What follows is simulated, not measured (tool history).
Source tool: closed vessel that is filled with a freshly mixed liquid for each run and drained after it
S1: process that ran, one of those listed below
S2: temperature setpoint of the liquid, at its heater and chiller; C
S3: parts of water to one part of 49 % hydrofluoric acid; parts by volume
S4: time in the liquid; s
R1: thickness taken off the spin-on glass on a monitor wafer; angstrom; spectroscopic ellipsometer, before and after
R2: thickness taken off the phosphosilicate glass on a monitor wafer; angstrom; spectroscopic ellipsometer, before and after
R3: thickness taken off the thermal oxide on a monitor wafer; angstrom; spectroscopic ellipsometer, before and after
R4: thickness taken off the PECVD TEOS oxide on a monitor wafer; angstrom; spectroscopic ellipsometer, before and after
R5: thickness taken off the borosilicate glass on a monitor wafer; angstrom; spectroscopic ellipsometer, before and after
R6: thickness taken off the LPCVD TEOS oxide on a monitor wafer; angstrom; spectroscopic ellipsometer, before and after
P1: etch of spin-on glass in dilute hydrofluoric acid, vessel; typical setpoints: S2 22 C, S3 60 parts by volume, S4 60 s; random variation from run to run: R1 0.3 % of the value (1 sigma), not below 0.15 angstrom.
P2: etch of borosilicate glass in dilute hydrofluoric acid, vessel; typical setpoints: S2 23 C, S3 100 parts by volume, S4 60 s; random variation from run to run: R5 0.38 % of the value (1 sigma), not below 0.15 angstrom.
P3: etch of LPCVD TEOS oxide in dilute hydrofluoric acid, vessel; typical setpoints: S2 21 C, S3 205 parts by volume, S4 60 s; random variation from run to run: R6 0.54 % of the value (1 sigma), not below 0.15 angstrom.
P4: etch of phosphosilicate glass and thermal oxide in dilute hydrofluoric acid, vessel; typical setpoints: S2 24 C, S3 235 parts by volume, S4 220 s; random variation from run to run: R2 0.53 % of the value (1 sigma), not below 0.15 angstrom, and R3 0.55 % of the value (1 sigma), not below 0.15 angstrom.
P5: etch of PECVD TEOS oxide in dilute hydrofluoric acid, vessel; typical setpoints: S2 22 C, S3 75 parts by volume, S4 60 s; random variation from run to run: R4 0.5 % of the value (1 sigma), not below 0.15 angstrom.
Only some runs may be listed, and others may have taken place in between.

run,hour,S1,S2,S3,S4,R1,R2,R3,R4,R5,R6
1,14.5,P1,22,60,60,530.48,,,,,
2,23.3,P1,22,60,60,532.31,,,,,
3,34.3,P4,24,235,60,,136.85,10.268,,,
4,49.1,P4,31,235,220,,637.01,48.287,,,
5,59.5,P5,17,75,60,,,,145.640,,
6,68.1,P5,22,130,60,,,,96.588,,
7,79.2,P1,22,35,30,469.47,,,,,
8,91.5,P1,22,25,60,1331.70,,,,,
9,99.6,P1,18,35,60,789.36,,,,,
10,107.8,P1,22,60,60,531.09,,,,,
11,122.5,P1,18,60,60,450.12,,,,,
12,132.0,P5,22,75,60,,,,179.480,,
13,143.0,P1,22,60,30,264.54,,,,,
14,156.1,P2,23,100,30,,,,,111.71,
15,167.4,P3,29,205,60,,,,,,168.880
16,178.9,P3,21,205,30,,,,,,64.324
17,193.7,P1,29,60,60,701.90,,,,,
18,201.5,P5,22,75,110,,,,328.170,,
19,216.1,P3,21,205,60,,,,,,128.390
20,229.9,P2,23,155,60,,,,,135.67,
21,240.4,P2,23,100,60,,,,,224.18,
22,251.0,P1,22,60,60,531.02,,,,,
23,261.5,P1,22,60,60,532.11,,,,,
24,275.0,P1,22,60,60,531.49,,,,,
25,283.9,P2,17,100,60,,,,,173.63,
26,290.7,P1,29,105,60,377.38,,,,,
27,301.3,P4,24,235,220,,502.98,37.350,,,
28,312.1,P2,23,100,60,,,,,224.96,
29,319.5,P1,22,105,60,288.73,,,,,
30,328.5,P5,22,75,60,,,,179.150,,
# hour 333.4: thermometer replaced
31,342.4,P4,24,420,220,,235.60,17.574,,,
32,358.0,P3,21,85,60,,,,,,351.850
33,368.5,P1,22,60,115,1019.90,,,,,
34,378.6,P1,22,60,60,529.37,,,,,
35,390.7,P1,22,60,60,508.75,,,,,
36,399.1,P1,22,60,60,495.53,,,,,
37,409.2,P1,22,60,60,489.26,,,,,
38,416.1,P1,22,60,60,488.18,,,,,
39,431.1,P1,22,60,60,482.99,,,,,
40,445.5,P1,22,60,60,481.37,,,,,

What P1 gives has crept away from where it was. These 2 causes fit the log equally well, each at the size given:
A: liquid colder than its thermometer reads (K) = 2.34
B: hydrofluoric acid flow below the setpoint (%) = 8.66
Onset of the creep was near hour 378.6.

Below are 4 check runs, each averaged over 2 wafers, with their results shown as question marks. Which of them would give clearly different results depending on which cause is behind the drift?
check 1,459.9,P3,21,95,30,,,,,,?
check 2,459.9,P2,18,100,30,,,,,?,
check 3,459.9,P5,22,100,60,,,,?,,
check 4,459.9,P4,24,305,220,,?,?,,,

Check results expected under each cause:
check,result,if A,if B
check 1,R6,141.230,140.620
check 2,R5,82.660,82.518
check 3,R4,119.090,118.350
check 4,R2,332.84,321.07
check 4,R3,24.983,24.099
Minimum pairwise separation of causes per check, each pair taken at its best-separating result: check 1 0.44 %; check 2 0.17 %; check 3 0.62 %; check 4 3.6 %
Check 4 is the one run that separates the causes; every other check would come out nearly the same whichever cause is at work.

After running check 4, the following was obtained: R2 320.32 angstrom; R3 24.250 angstrom. Which cause does this point to?

It is B: hydrofluoric acid flow below the setpoint (%).

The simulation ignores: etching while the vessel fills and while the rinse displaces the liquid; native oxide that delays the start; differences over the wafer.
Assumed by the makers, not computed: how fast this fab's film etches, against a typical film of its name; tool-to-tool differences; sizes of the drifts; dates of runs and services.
